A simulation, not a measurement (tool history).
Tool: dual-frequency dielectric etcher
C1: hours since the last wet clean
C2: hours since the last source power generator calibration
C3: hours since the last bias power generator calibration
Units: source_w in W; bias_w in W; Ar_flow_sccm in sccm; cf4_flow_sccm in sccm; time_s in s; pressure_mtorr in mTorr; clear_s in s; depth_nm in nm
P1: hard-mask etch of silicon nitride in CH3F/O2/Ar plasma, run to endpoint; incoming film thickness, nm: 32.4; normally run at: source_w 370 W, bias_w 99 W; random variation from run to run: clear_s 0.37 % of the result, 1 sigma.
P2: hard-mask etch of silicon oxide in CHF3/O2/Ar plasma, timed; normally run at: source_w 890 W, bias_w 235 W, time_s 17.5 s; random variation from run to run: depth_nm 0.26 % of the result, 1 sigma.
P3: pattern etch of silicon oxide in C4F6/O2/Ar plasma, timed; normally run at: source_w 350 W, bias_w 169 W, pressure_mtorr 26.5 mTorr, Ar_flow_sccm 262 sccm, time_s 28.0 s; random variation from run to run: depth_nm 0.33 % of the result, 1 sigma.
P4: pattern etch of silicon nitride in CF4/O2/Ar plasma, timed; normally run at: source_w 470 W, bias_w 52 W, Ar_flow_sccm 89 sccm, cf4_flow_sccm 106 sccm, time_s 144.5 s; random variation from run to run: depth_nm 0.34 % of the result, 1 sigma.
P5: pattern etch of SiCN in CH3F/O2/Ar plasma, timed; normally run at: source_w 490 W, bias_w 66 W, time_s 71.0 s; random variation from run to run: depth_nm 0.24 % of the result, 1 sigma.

run 1 day=0.167 | process=P1 source_w=370 bias_w=99 | C1=70.9 C2=440.7 C3=982.9 | clear_s=43.844
run 2 day=0.338 | process=P4 source_w=470 bias_w=52 Ar_flow_sccm=89 cf4_flow_sccm=63 time_s=144.5 | C1=75.0 C2=444.8 C3=987.0 | depth_nm=247.650
run 3 day=0.546 | process=P1 source_w=370 bias_w=76 | C1=80.0 C2=449.8 C3=992.0 | clear_s=48.360
run 4 day=0.704 | process=P1 source_w=370 bias_w=99 | C1=83.8 C2=453.6 C3=995.8 | clear_s=44.082
-- day=0.862 source power generator calibrated
run 5 day=0.962 | process=P1 source_w=370 bias_w=99 | C1=90.0 C2=2.4 C3=1002.0 | clear_s=44.047
run 6 day=1.154 | process=P1 source_w=370 bias_w=99 | C1=94.6 C2=7.0 C3=1006.6 | clear_s=44.260
run 7 day=1.400 | process=P1 source_w=300 bias_w=125 | C1=100.5 C2=12.9 C3=1012.5 | clear_s=43.533
run 8 day=1.592 | process=P5 source_w=490 bias_w=80 time_s=71.0 | C1=105.1 C2=17.5 C3=1017.1 | depth_nm=30.514
run 9 day=1.825 | process=P3 source_w=350 bias_w=169 Ar_flow_sccm=262 time_s=16.5 pressure_mtorr=26.5 | C1=110.7 C2=23.1 C3=1022.7 | depth_nm=50.647
run 10 day=2.108 | process=P2 source_w=890 bias_w=235 time_s=17.5 | C1=117.5 C2=29.9 C3=1029.5 | depth_nm=45.601
run 11 day=2.308 | process=P3 source_w=350 bias_w=169 Ar_flow_sccm=361 time_s=28.0 pressure_mtorr=26.5 | C1=122.3 C2=34.7 C3=1034.3 | depth_nm=82.133
run 12 day=2.508 | process=P2 source_w=890 bias_w=156 time_s=17.5 | C1=127.1 C2=39.5 C3=1039.1 | depth_nm=39.925
run 13 day=2.821 | process=P5 source_w=490 bias_w=66 time_s=71.0 | C1=134.6 C2=47.0 C3=1046.6 | depth_nm=28.564
run 14 day=3.088 | process=P5 source_w=490 bias_w=66 time_s=40.5 | C1=141.0 C2=53.4 C3=1053.0 | depth_nm=16.285
run 15 day=3.367 | process=P1 source_w=370 bias_w=118 | C1=147.7 C2=60.1 C3=1059.7 | clear_s=41.430
run 16 day=3.538 | process=P5 source_w=490 bias_w=66 time_s=71.0 | C1=151.8 C2=64.2 C3=1063.8 | depth_nm=28.492
run 17 day=3.821 | process=P3 source_w=350 bias_w=169 Ar_flow_sccm=262 time_s=28.0 pressure_mtorr=26.5 | C1=158.6 C2=71.0 C3=1070.6 | depth_nm=85.111
run 18 day=4.050 | process=P5 source_w=330 bias_w=66 time_s=71.0 | C1=164.1 C2=76.5 C3=1076.1 | depth_nm=24.615
run 19 day=4.250 | process=P1 source_w=470 bias_w=99 | C1=168.9 C2=81.3 C3=1080.9 | clear_s=40.377
run 20 day=4.508 | process=P1 source_w=310 bias_w=118 | C1=175.1 C2=87.5 C3=1087.1 | clear_s=44.206
run 21 day=4.671 | process=P3 source_w=350 bias_w=220 Ar_flow_sccm=262 time_s=28.0 pressure_mtorr=26.5 | C1=179.0 C2=91.4 C3=1091.0 | depth_nm=92.568
run 22 day=5.021 | process=P4 source_w=470 bias_w=52 Ar_flow_sccm=89 cf4_flow_sccm=106 time_s=144.5 | C1=187.4 C2=99.8 C3=1099.4 | depth_nm=262.630
run 23 day=5.250 | process=P1 source_w=370 bias_w=99 | C1=192.9 C2=105.3 C3=1104.9 | clear_s=44.327
-- day=5.342 wet clean of the chamber
run 24 day=5.525 | process=P4 source_w=470 bias_w=31 Ar_flow_sccm=89 cf4_flow_sccm=106 time_s=144.5 | C1=4.5 C2=111.9 C3=1111.5 | depth_nm=218.050
run 25 day=5.742 | process=P3 source_w=350 bias_w=169 Ar_flow_sccm=262 time_s=28.0 pressure_mtorr=32.0 | C1=9.7 C2=117.1 C3=1116.7 | depth_nm=83.694
run 26 day=6.004 | process=P4 source_w=470 bias_w=52 Ar_flow_sccm=59 cf4_flow_sccm=106 time_s=144.5 | C1=16.0 C2=123.4 C3=1123.0 | depth_nm=274.160
run 27 day=6.317 | process=P3 source_w=350 bias_w=169 Ar_flow_sccm=262 time_s=28.0 pressure_mtorr=26.5 | C1=23.5 C2=130.9 C3=1130.5 | depth_nm=85.305
run 28 day=6.575 | process=P1 source_w=480 bias_w=68 | C1=29.7 C2=137.1 C3=1136.7 | clear_s=45.740
run 29 day=6.738 | process=P1 source_w=230 bias_w=99 | C1=33.6 C2=141.0 C3=1140.6 | clear_s=52.285
run 30 day=6.925 | process=P2 source_w=720 bias_w=235 time_s=17.5 | C1=38.1 C2=145.5 C3=1145.1 | depth_nm=42.057
run 31 day=7.175 | process=P4 source_w=630 bias_w=52 Ar_flow_sccm=89 cf4_flow_sccm=106 time_s=144.5 | C1=44.1 C2=151.5 C3=1151.1 | depth_nm=337.350
run 32 day=7.454 | process=P2 source_w=890 bias_w=235 time_s=25.0 | C1=50.8 C2=158.2 C3=1157.8 | depth_nm=65.257
run 33 day=7.762 | process=P4 source_w=470 bias_w=52 Ar_flow_sccm=89 cf4_flow_sccm=106 time_s=206.5 | C1=58.2 C2=165.6 C3=1165.2 | depth_nm=376.500
run 34 day=8.096 | process=P1 source_w=370 bias_w=99 | C1=66.2 C2=173.6 C3=1173.2 | clear_s=44.209
run 35 day=8.267 | process=P3 source_w=260 bias_w=169 Ar_flow_sccm=262 time_s=28.0 pressure_mtorr=26.5 | C1=70.3 C2=177.7 C3=1177.3 | depth_nm=76.271
run 36 day=8.621 | process=P1 source_w=370 bias_w=99 | C1=78.8 C2=186.2 C3=1185.8 | clear_s=44.170
run 37 day=8.788 | process=P1 source_w=370 bias_w=99 | C1=82.8 C2=190.2 C3=1189.8 | clear_s=44.149
run 38 day=9.083 | process=P1 source_w=370 bias_w=99 | C1=89.9 C2=197.3 C3=1196.9 | clear_s=44.363
run 39 day=9.379 | process=P1 source_w=370 bias_w=99 | C1=97.0 C2=204.4 C3=1204.0 | clear_s=44.836
run 40 day=9.642 | process=P1 source_w=370 bias_w=99 | C1=103.3 C2=210.7 C3=1210.3 | clear_s=44.678

The next listed run, before its measurement:
run 41 day=9.921 | process=P1 source_w=370 bias_w=99 | C1=110.0 C2=217.4 C3=1217.0 | clear_s=?

{"run 41": {"clear_s": 44.753}}
